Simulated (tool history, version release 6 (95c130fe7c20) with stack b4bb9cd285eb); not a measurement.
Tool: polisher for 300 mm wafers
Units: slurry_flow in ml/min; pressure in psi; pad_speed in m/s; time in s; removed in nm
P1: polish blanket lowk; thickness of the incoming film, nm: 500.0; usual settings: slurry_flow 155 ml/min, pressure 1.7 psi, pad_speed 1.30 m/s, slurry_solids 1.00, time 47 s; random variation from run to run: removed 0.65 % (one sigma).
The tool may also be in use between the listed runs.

run	hour	slurry_flow	pressure	pad_speed	slurry_solids	time	removed
1	14.7	155	1.7	1.30	1.00	47	17.8750
2	24.7	155	1.7	1.30	1.00	47	17.7520
3	39.3	115	2.5	1.30	1.00	47	24.6640
4	46.1	155	1.7	1.30	1.00	47	17.6680
5	53.9	155	1.7	0.64	1.00	47	9.9905
6	66.8	155	1.7	1.30	1.00	47	17.7680
7	76.7	155	1.7	2.04	1.00	47	25.5390
8	90.3	105	1.7	1.30	1.00	47	16.4860
9	104.3	155	0.8	1.30	1.00	47	8.4414
10	115.4	155	1.7	1.30	1.00	21	7.9188
11	123.0	155	1.7	1.30	1.00	47	17.7380
12	132.6	155	2.2	1.30	0.75	47	19.8440
13	143.7	155	1.7	1.30	0.50	47	12.1470
14	157.1	245	1.7	1.30	1.00	47	18.8330
15	164.0	155	1.7	1.30	1.50	47	21.0990

The next listed run, before its measurement:
16	170.8	155	1.7	1.30	1.00	59	?

Run 16 gave removed 22.2650 nm.
